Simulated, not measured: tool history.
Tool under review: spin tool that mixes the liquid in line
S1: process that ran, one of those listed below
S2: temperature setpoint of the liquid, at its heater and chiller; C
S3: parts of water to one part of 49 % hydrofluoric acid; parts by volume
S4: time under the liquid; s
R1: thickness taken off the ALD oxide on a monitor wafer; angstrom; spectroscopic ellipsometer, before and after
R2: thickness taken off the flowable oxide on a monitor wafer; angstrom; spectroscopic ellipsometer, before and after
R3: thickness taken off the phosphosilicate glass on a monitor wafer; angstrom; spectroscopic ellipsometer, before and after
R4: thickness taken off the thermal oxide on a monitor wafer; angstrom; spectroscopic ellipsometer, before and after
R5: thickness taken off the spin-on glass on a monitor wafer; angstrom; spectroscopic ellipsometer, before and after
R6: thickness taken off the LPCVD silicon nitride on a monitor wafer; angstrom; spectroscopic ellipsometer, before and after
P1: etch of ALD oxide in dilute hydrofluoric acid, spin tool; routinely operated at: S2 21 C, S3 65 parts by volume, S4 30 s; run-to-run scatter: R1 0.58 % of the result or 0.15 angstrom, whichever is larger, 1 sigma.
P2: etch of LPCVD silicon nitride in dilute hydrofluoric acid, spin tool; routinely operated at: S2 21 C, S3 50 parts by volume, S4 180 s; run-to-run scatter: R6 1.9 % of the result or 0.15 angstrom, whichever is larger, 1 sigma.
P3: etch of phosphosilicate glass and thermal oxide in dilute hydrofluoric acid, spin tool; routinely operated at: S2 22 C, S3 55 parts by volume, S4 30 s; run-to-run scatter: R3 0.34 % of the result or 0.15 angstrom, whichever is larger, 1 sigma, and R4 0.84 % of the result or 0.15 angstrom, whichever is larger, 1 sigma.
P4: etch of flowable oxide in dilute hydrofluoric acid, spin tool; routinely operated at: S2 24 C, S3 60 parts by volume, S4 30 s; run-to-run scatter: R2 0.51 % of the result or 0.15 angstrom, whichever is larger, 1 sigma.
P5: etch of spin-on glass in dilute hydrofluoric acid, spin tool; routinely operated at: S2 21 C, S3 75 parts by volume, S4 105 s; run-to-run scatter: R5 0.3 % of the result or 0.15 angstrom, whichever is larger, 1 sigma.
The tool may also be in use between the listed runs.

| run | hour | S1 | S2 | S3 | S4 | R1 | R2 | R3 | R4 | R5 | R6 |
|---|---|---|---|---|---|---|---|---|---|---|---|
| 1 | 8.2 | P1 | 21 | 65 | 30 | 108.98 |  |  |  |  |  |
| 2 | 18.1 | P4 | 24 | 60 | 30 |  | 127.76 |  |  |  |  |
| 3 | 26.7 | P3 | 22 | 55 | 30 |  |  | 570.23 | 24.778 |  |  |
| 4 | 32.2 | P5 | 21 | 75 | 35 |  |  |  |  | 85.798 |  |
| 5 | 38.2 | P5 | 21 | 20 | 105 |  |  |  |  | 1032 |  |
| 6 | 44.1 | P1 | 21 | 35 | 15 | 106.06 |  |  |  |  |  |
| 7 | 49.2 | P1 | 21 | 110 | 15 | 30.367 |  |  |  |  |  |
| 8 | 58.7 | P4 | 24 | 60 | 55 |  | 238.94 |  |  |  |  |
| 9 | 64.7 | P4 | 17 | 60 | 30 |  | 96.241 |  |  |  |  |
| 10 | 70.9 | P1 | 21 | 65 | 30 | 109.08 |  |  |  |  |  |
| 11 | 80 | P1 | 17 | 65 | 30 | 92.978 |  |  |  |  |  |
| 12 | 89.9 | P1 | 21 | 65 | 60 | 218.5 |  |  |  |  |  |
| 13 | 99.9 | P1 | 21 | 65 | 30 | 110.47 |  |  |  |  |  |
| 14 | 106.1 | P2 | 21 | 50 | 320 |  |  |  |  |  | 24.793 |
| 15 | 116.7 | P2 | 21 | 50 | 180 |  |  |  |  |  | 14.059 |
| 16 | 122.7 | P3 | 22 | 55 | 15 |  |  | 286.07 | 12.428 |  |  |
| 17 | 133.2 | P3 | 17 | 55 | 30 |  |  | 467.26 | 19.883 |  |  |
| 18 | 140 | P1 | 21 | 65 | 30 | 111.36 |  |  |  |  |  |
| 19 | 150.6 | P1 | 21 | 110 | 30 | 61.828 |  |  |  |  |  |
| 20 | 158.4 | P5 | 21 | 75 | 105 |  |  |  |  | 257.94 |  |
| 21 | 167.7 | P2 | 17 | 50 | 180 |  |  |  |  |  | 10.66 |

The next listed run, before its measurement:
| 22 | 176.8 | P2 | 21 | 90 | 180 |  |  |  |  |  | ? |

{"run 22": {"R6": 7.8336}}
